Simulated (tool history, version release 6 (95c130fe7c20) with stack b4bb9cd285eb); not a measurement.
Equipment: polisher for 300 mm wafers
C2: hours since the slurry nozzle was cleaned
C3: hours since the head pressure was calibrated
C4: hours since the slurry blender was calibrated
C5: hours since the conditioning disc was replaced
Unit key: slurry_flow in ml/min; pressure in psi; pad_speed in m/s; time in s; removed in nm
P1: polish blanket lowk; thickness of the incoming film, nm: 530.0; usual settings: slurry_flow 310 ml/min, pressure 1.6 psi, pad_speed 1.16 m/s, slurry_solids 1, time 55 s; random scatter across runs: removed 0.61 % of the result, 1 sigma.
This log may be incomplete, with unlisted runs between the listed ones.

run 1 hour=8.5 | slurry_flow=310 pressure=1.6 pad_speed=1.16 slurry_solids=1 time=55 | wafers_polished_on_this_pad=364 C2=54.5 C3=77.6 C4=341.4 C5=370.7 | removed=23.444
run 2 hour=18.9 | slurry_flow=310 pressure=2.1 pad_speed=1.16 slurry_solids=1 time=55 | wafers_polished_on_this_pad=522 C2=64.9 C3=88 C4=351.8 C5=381.1 | removed=30.96
run 3 hour=27.2 | slurry_flow=310 pressure=1.2 pad_speed=1.16 slurry_solids=1 time=55 | wafers_polished_on_this_pad=649 C2=73.2 C3=96.3 C4=360.1 C5=389.4 | removed=17.566
-- hour=27.8 slurry blender recalibrated
run 4 hour=38 | slurry_flow=310 pressure=1.6 pad_speed=1.16 slurry_solids=1 time=84 | wafers_polished_on_this_pad=814 C2=84 C3=107.1 C4=10.2 C5=400.2 | removed=36.241
run 5 hour=43.8 | slurry_flow=310 pressure=1.6 pad_speed=0.52 slurry_solids=1 time=55 | wafers_polished_on_this_pad=902 C2=89.8 C3=112.9 C4=16 C5=406 | removed=12.267
run 6 hour=55.3 | slurry_flow=310 pressure=1.6 pad_speed=1.16 slurry_solids=1 time=55 | wafers_polished_on_this_pad=1078 C2=101.3 C3=124.4 C4=27.5 C5=417.5 | removed=23.441
run 7 hour=65.7 | slurry_flow=490 pressure=1.6 pad_speed=1.16 slurry_solids=1 time=55 | wafers_polished_on_this_pad=1237 C2=111.7 C3=134.8 C4=37.9 C5=427.9 | removed=24.553
run 8 hour=73.8 | slurry_flow=310 pressure=1.6 pad_speed=1.16 slurry_solids=1 time=34 | wafers_polished_on_this_pad=1360 C2=119.8 C3=142.9 C4=46 C5=436 | removed=14.655
run 9 hour=82.2 | slurry_flow=310 pressure=1.6 pad_speed=1.16 slurry_solids=1 time=55 | wafers_polished_on_this_pad=1488 C2=128.2 C3=151.3 C4=54.4 C5=444.4 | removed=23.163
run 10 hour=87.7 | slurry_flow=310 pressure=1.6 pad_speed=1.16 slurry_solids=0.55 time=55 | wafers_polished_on_this_pad=1572 C2=133.7 C3=156.8 C4=59.9 C5=449.9 | removed=17.199
run 11 hour=95.5 | slurry_flow=310 pressure=1.6 pad_speed=1.16 slurry_solids=1.5 time=55 | wafers_polished_on_this_pad=1691 C2=141.5 C3=164.6 C4=67.7 C5=457.7 | removed=27.82
run 12 hour=104.5 | slurry_flow=310 pressure=1.6 pad_speed=1.16 slurry_solids=1 time=55 | wafers_polished_on_this_pad=1829 C2=150.5 C3=173.6 C4=76.7 C5=466.7 | removed=23.511
run 13 hour=109.7 | slurry_flow=310 pressure=0.8 pad_speed=1.58 slurry_solids=1 time=55 | wafers_polished_on_this_pad=1908 C2=155.7 C3=178.8 C4=81.9 C5=471.9 | removed=15.136
run 14 hour=115.5 | slurry_flow=310 pressure=1.6 pad_speed=0.58 slurry_solids=1 time=76 | wafers_polished_on_this_pad=1996 C2=161.5 C3=184.6 C4=87.7 C5=477.7 | removed=18.554
run 15 hour=121.1 | slurry_flow=185 pressure=1.6 pad_speed=1.16 slurry_solids=1 time=55 | wafers_polished_on_this_pad=2082 C2=167.1 C3=190.2 C4=93.3 C5=483.3 | removed=22.238
run 16 hour=126 | slurry_flow=310 pressure=1.6 pad_speed=1.16 slurry_solids=1 time=55 | wafers_polished_on_this_pad=2157 C2=172 C3=195.1 C4=98.2 C5=488.2 | removed=23.304
run 17 hour=132.9 | slurry_flow=310 pressure=1.6 pad_speed=1.16 slurry_solids=1 time=55 | wafers_polished_on_this_pad=2262 C2=178.9 C3=202 C4=105.1 C5=495.1 | removed=23.288
-- hour=135.9 conditioning disc replaced and pad reconditioned
run 18 hour=142.4 | slurry_flow=310 pressure=1.6 pad_speed=1.72 slurry_solids=1 time=55 | wafers_polished_on_this_pad=2407 C2=188.4 C3=211.5 C4=114.6 C5=6.6 | removed=31.806
run 19 hour=152.8 | slurry_flow=310 pressure=1.6 pad_speed=1.16 slurry_solids=1 time=55 | wafers_polished_on_this_pad=2566 C2=198.8 C3=221.9 C4=125 C5=17 | removed=23.484
run 20 hour=159.4 | slurry_flow=310 pressure=1.6 pad_speed=1.16 slurry_solids=1 time=55 | wafers_polished_on_this_pad=2666 C2=205.4 C3=228.5 C4=131.6 C5=23.6 | removed=22.333
run 21 hour=165.8 | slurry_flow=310 pressure=1.6 pad_speed=1.16 slurry_solids=1 time=55 | wafers_polished_on_this_pad=2764 C2=211.8 C3=234.9 C4=138 C5=30 | removed=22.167
run 22 hour=174.5 | slurry_flow=310 pressure=1.6 pad_speed=1.16 slurry_solids=1 time=55 | wafers_polished_on_this_pad=2897 C2=220.5 C3=243.6 C4=146.7 C5=38.7 | removed=21.632
-- hour=177.2 conditioning disc replaced and pad reconditioned
run 23 hour=180.9 | slurry_flow=310 pressure=1.6 pad_speed=1.16 slurry_solids=1 time=55 | wafers_polished_on_this_pad=2994 C2=226.9 C3=250 C4=153.1 C5=3.8 | removed=21.307
-- hour=185.8 slurry nozzle cleaned
-- hour=191 head pressure recalibrated
run 24 hour=191.7 | slurry_flow=310 pressure=1.6 pad_speed=1.16 slurry_solids=1 time=55 | wafers_polished_on_this_pad=3159 C2=5.9 C3=0.7 C4=163.9 C5=14.6 | removed=21.512
run 25 hour=202.6 | slurry_flow=310 pressure=1.6 pad_speed=1.16 slurry_solids=1 time=55 | wafers_polished_on_this_pad=3326 C2=16.8 C3=11.6 C4=174.8 C5=25.5 | removed=21.395
run 26 hour=209.3 | slurry_flow=310 pressure=1.6 pad_speed=1.16 slurry_solids=1 time=55 | wafers_polished_on_this_pad=3428 C2=23.5 C3=18.3 C4=181.5 C5=32.2 | removed=21.17
run 27 hour=214.7 | slurry_flow=310 pressure=1.6 pad_speed=1.16 slurry_solids=1 time=55 | wafers_polished_on_this_pad=3510 C2=28.9 C3=23.7 C4=186.9 C5=37.6 | removed=21.134

What P1 gives has crept off from where it sat before. The 2 causes that follow fit the log equally well, each at the size noted:
A: abrasive missing from the slurry, % = 19.1
B: removal rate lost through wear of the pad, % = 9.72
The gradual shift began around hour 152.8.
Excluded causes, each with its reason:
slurry flow missing at the pad, %: serviced at hour 185.8, after the change had begun; the process did not return to its earlier output
head's pressure below its setpoint, %: serviced at hour 191, after the change had begun; the process did not return to its earlier output
time polished since the conditioner stopped cutting, s: serviced at hour 177.2, after the change had begun; the process did not return to its earlier output

The 4 check runs listed below each average the results of 2 wafers, and their outcomes are marked with question marks. Under which run would the listed causes produce clearly different results?
run check 1 hour=220.1 | slurry_flow=435 pressure=1.6 pad_speed=1.56 slurry_solids=1 time=55 | removed=?
run check 2 hour=220.1 | slurry_flow=310 pressure=1.6 pad_speed=1.66 slurry_solids=1 time=83 | removed=?
run check 3 hour=220.1 | slurry_flow=310 pressure=2.1 pad_speed=0.52 slurry_solids=1 time=55 | removed=?
run check 4 hour=220.1 | slurry_flow=400 pressure=1.6 pad_speed=1.16 slurry_solids=0.55 time=55 | removed=?

Check results expected under each cause:
check=check_1 result=removed if_A=27.529 if_B=27.52
check=check_2 result=removed if_A=42.583 if_B=42.569
check=check_3 result=removed if_A=14.633 if_B=14.628
check=check_4 result=removed if_A=15.265 if_B=15.741
Distance between the nearest two causes, measured in the result of the check that separates them most: check 1 0.03 %; check 2 0.03 %; check 3 0.03 %; check 4 3.07 %
Check 4 is the one run that separates the causes; every other check would come out nearly the same whichever cause is at work.

Check 4 has now been run. It gave: removed 15.809 nm. Which of the candidate causes is it?

It was cause B: removal rate lost through wear of the pad, %.
